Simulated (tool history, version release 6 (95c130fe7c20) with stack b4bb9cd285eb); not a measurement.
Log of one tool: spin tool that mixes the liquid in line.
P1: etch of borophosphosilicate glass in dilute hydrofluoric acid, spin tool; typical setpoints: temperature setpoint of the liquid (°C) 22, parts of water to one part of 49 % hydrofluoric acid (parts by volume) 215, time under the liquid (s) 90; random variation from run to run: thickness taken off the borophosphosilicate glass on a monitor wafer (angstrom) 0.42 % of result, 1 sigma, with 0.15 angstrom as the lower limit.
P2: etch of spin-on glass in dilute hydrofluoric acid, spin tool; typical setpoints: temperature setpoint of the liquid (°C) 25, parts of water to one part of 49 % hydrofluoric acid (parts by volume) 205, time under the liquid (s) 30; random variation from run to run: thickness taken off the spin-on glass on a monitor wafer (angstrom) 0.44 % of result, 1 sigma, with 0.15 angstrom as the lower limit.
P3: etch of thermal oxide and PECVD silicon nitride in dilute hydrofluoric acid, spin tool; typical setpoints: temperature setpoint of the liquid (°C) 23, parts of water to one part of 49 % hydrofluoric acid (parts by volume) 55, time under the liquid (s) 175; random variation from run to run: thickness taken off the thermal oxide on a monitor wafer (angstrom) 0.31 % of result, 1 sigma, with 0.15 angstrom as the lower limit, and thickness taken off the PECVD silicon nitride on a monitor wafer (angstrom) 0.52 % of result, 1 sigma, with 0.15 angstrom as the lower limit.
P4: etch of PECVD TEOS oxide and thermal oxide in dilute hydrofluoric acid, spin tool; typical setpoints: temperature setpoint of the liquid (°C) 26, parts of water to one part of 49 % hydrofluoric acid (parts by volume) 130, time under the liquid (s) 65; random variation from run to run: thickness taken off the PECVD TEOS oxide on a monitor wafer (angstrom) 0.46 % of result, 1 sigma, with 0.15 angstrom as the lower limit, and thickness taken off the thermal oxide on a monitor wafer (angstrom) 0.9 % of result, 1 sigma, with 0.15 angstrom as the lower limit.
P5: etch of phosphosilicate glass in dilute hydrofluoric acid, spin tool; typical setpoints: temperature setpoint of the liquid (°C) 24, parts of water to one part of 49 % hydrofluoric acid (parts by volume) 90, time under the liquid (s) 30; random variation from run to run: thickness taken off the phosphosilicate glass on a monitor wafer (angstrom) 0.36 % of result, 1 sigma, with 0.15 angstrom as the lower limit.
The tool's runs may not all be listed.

| run | hour | process that ran | temperature setpoint of the liquid (°C) | parts of water to one part of 49 % hydrofluoric acid (parts by volume) | time under the liquid (s) | hours since the thermometer was replaced | hours since the hydrofluoric acid flow meter was replaced | thickness taken off the borophosphosilicate glass on a monitor wafer (angstrom) | thickness taken off the spin-on glass on a monitor wafer (angstrom) | thickness taken off the phosphosilicate glass on a monitor wafer (angstrom) | thickness taken off the thermal oxide on a monitor wafer (angstrom) | thickness taken off the PECVD silicon nitride on a monitor wafer (angstrom) | thickness taken off the PECVD TEOS oxide on a monitor wafer (angstrom) |
|---|---|---|---|---|---|---|---|---|---|---|---|---|---|
| 1 | 7.3 | P1 | 22 | 215 | 90 | 735.8 | 736.6 | 206.15 |  |  |  |  |  |
| 2 | 13.4 | P2 | 25 | 205 | 30 | 741.9 | 742.7 |  | 62.582 |  |  |  |  |
| 3 | 21.8 | P2 | 25 | 115 | 30 | 750.3 | 751.1 |  | 124.36 |  |  |  |  |
| 4 | 27 | P5 | 24 | 90 | 55 | 755.5 | 756.3 |  |  | 1209.2 |  |  |  |
| 5 | 35.4 | P2 | 18 | 205 | 30 | 763.9 | 764.7 |  | 48.267 |  |  |  |  |
| 6 | 40.2 | P3 | 23 | 55 | 175 | 768.7 | 769.5 |  |  |  | 156.3 | 81.268 |  |
| 7 | 49.5 | P3 | 23 | 55 | 335 | 778 | 778.8 |  |  |  | 300.11 | 152.54 |  |
| 8 | 54 | P4 | 26 | 130 | 95 | 782.5 | 783.3 |  |  |  | 36.842 |  | 97.882 |
| 9 | 58.4 | P1 | 22 | 215 | 90 | 786.9 | 787.7 | 205.31 |  |  |  |  |  |
| 10 | 68.1 | P1 | 22 | 215 | 155 | 796.6 | 797.4 | 350.91 |  |  |  |  |  |
| 11 | 77 | P1 | 22 | 215 | 90 | 805.5 | 806.3 | 204.87 |  |  |  |  |  |
| 12 | 84.4 | P1 | 17.5 | 215 | 90 | 812.9 | 813.7 | 172.11 |  |  |  |  |  |
| 13 | 88.7 | P5 | 24 | 35 | 30 | 817.2 | 818 |  |  | 1814.2 |  |  |  |
| 14 | 93.2 | P3 | 29 | 55 | 175 | 821.7 | 822.5 |  |  |  | 200.1 | 119.56 |  |
| 15 | 100.9 | P2 | 25 | 205 | 30 | 829.4 | 830.2 |  | 63.339 |  |  |  |  |
| 16 | 106 | P5 | 32.5 | 90 | 30 | 834.5 | 835.3 |  |  | 905.32 |  |  |  |
| 17 | 113.4 | P3 | 23 | 90 | 175 | 841.9 | 842.7 |  |  |  | 91.133 | 50.254 |  |
| 18 | 122.6 | P1 | 22 | 340 | 90 | 851.1 | 851.9 | 114.75 |  |  |  |  |  |
| 19 | 131.8 | P5 | 24 | 90 | 30 | 860.3 | 861.1 |  |  | 656.28 |  |  |  |
| 20 | 136.8 | P1 | 26 | 215 | 20 | 865.3 | 866.1 | 53.015 |  |  |  |  |  |
| 21 | 145.1 | P1 | 22 | 215 | 90 | 873.6 | 874.4 | 203.61 |  |  |  |  |  |
| 22 | 152.9 | P2 | 25 | 205 | 15 | 881.4 | 882.2 |  | 31.584 |  |  |  |  |
| 23 | 160.3 | P1 | 22 | 215 | 90 | 888.8 | 889.6 | 206.29 |  |  |  |  |  |
| 24 | 168.9 | P5 | 24 | 90 | 30 | 897.4 | 898.2 |  |  | 654.4 |  |  |  |
| 25 | 176.3 | P4 | 26 | 205 | 65 | 904.8 | 905.6 |  |  |  | 14.908 |  | 38.438 |
| 26 | 184.4 | P4 | 18.5 | 130 | 65 | 912.9 | 913.7 |  |  |  | 19.123 |  | 49.727 |
| 27 | 194.2 | P3 | 23 | 55 | 175 | 922.7 | 923.5 |  |  |  | 156.59 | 80.436 |  |
| 28 | 201.9 | P1 | 22 | 115 | 160 | 930.4 | 931.2 | 754.32 |  |  |  |  |  |
| 29 | 211.6 | P1 | 26.5 | 215 | 90 | 940.1 | 940.9 | 239.45 |  |  |  |  |  |
| 30 | 217.6 | P1 | 22 | 215 | 45 | 946.1 | 946.9 | 102.39 |  |  |  |  |  |
| 31 | 222.4 | P4 | 26 | 130 | 65 | 950.9 | 951.7 |  |  |  | 25.983 |  | 66.911 |
| 32 | 228.9 | P1 | 22 | 85 | 25 | 957.4 | 958.2 | 166.22 |  |  |  |  |  |
| 33 | 236.6 | P1 | 22 | 115 | 90 | 965.1 | 965.9 | 422.92 |  |  |  |  |  |
| 34 | 243.9 | P1 | 22 | 215 | 90 | 972.4 | 973.2 | 205.87 |  |  |  |  |  |
| 35 | 250.9 | P1 | 22 | 215 | 90 | 979.4 | 980.2 | 196.66 |  |  |  |  |  |
| 36 | 255.7 | P1 | 22 | 215 | 90 | 984.2 | 985 | 192.17 |  |  |  |  |  |
| 37 | 261.4 | P1 | 22 | 215 | 90 | 989.9 | 990.7 | 190.55 |  |  |  |  |  |
| 38 | 267 | P1 | 22 | 215 | 90 | 995.5 | 996.3 | 190.95 |  |  |  |  |  |
| 39 | 272.4 | P1 | 22 | 215 | 90 | 1000.9 | 1001.7 | 190.6 |  |  |  |  |  |

Run 40 is up next; what results do you expect?
| 40 | 277.1 | P1 | 22 | 215 | 90 | 1005.6 | 1006.4 | ? |  |  |  |  |  |

thickness taken off the borophosphosilicate glass on a monitor wafer (angstrom): 191.34
